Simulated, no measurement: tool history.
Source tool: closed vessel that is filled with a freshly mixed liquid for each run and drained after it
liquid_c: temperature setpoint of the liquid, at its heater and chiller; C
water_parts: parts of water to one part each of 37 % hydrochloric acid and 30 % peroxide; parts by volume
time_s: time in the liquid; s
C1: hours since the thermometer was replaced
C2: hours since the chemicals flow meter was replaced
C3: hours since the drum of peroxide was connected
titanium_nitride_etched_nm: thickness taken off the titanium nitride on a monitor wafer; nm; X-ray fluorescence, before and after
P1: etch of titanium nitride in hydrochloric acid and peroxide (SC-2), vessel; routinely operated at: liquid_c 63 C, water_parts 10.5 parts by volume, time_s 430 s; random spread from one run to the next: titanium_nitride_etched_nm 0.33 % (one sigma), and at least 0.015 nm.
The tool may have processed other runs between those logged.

run 1 hour=9.5 | liquid_c=63 water_parts=10.5 time_s=430 | C1=1163.5 C2=751.8 C3=561.4 | titanium_nitride_etched_nm=20.48
run 2 hour=25.6 | liquid_c=63 water_parts=10.5 time_s=75 | C1=1179.6 C2=767.9 C3=577.5 | titanium_nitride_etched_nm=3.6004
run 3 hour=41.5 | liquid_c=63 water_parts=10.5 time_s=430 | C1=1195.5 C2=783.8 C3=593.4 | titanium_nitride_etched_nm=20.586
run 4 hour=51.4 | liquid_c=63 water_parts=10.5 time_s=430 | C1=1205.4 C2=793.7 C3=603.3 | titanium_nitride_etched_nm=20.529
run 5 hour=70.1 | liquid_c=72 water_parts=10.5 time_s=430 | C1=1224.1 C2=812.4 C3=622 | titanium_nitride_etched_nm=35.316
run 6 hour=84 | liquid_c=63 water_parts=4 time_s=430 | C1=1238 C2=826.3 C3=635.9 | titanium_nitride_etched_nm=42.883
run 7 hour=96.9 | liquid_c=63 water_parts=6.5 time_s=120 | C1=1250.9 C2=839.2 C3=648.8 | titanium_nitride_etched_nm=8.4028
run 8 hour=108.9 | liquid_c=63 water_parts=10.5 time_s=430 | C1=1262.9 C2=851.2 C3=660.8 | titanium_nitride_etched_nm=20.518
run 9 hour=120.6 | liquid_c=63 water_parts=10.5 time_s=820 | C1=1274.6 C2=862.9 C3=672.5 | titanium_nitride_etched_nm=39.172
run 10 hour=134.1 | liquid_c=63 water_parts=10.5 time_s=430 | C1=1288.1 C2=876.4 C3=686 | titanium_nitride_etched_nm=20.478
run 11 hour=152.8 | liquid_c=47.5 water_parts=10.5 time_s=430 | C1=1306.8 C2=895.1 C3=704.7 | titanium_nitride_etched_nm=7.6048
run 12 hour=165.8 | liquid_c=63 water_parts=10.5 time_s=430 | C1=1319.8 C2=908.1 C3=717.7 | titanium_nitride_etched_nm=20.49
-- hour=173 new drum of peroxide connected
run 13 hour=174.5 | liquid_c=63 water_parts=10.5 time_s=430 | C1=1328.5 C2=916.8 C3=1.6 | titanium_nitride_etched_nm=20.472
run 14 hour=184.8 | liquid_c=63 water_parts=17 time_s=430 | C1=1338.8 C2=927.1 C3=11.9 | titanium_nitride_etched_nm=13.508
run 15 hour=204 | liquid_c=63 water_parts=10.5 time_s=430 | C1=1358 C2=946.3 C3=31.1 | titanium_nitride_etched_nm=20.532
run 16 hour=221.8 | liquid_c=63 water_parts=10.5 time_s=430 | C1=1375.8 C2=964.1 C3=48.9 | titanium_nitride_etched_nm=21.334
run 17 hour=230.3 | liquid_c=63 water_parts=10.5 time_s=430 | C1=1384.3 C2=972.6 C3=57.4 | titanium_nitride_etched_nm=21.771
run 18 hour=241.3 | liquid_c=63 water_parts=10.5 time_s=430 | C1=1395.3 C2=983.6 C3=68.4 | titanium_nitride_etched_nm=21.896

Run 19 has not been measured yet. What should we expect?
run 19 hour=260.4 | liquid_c=63 water_parts=10.5 time_s=430 | C1=1414.4 C2=1002.7 C3=87.5 | titanium_nitride_etched_nm=?

titanium_nitride_etched_nm: 22.211 nm

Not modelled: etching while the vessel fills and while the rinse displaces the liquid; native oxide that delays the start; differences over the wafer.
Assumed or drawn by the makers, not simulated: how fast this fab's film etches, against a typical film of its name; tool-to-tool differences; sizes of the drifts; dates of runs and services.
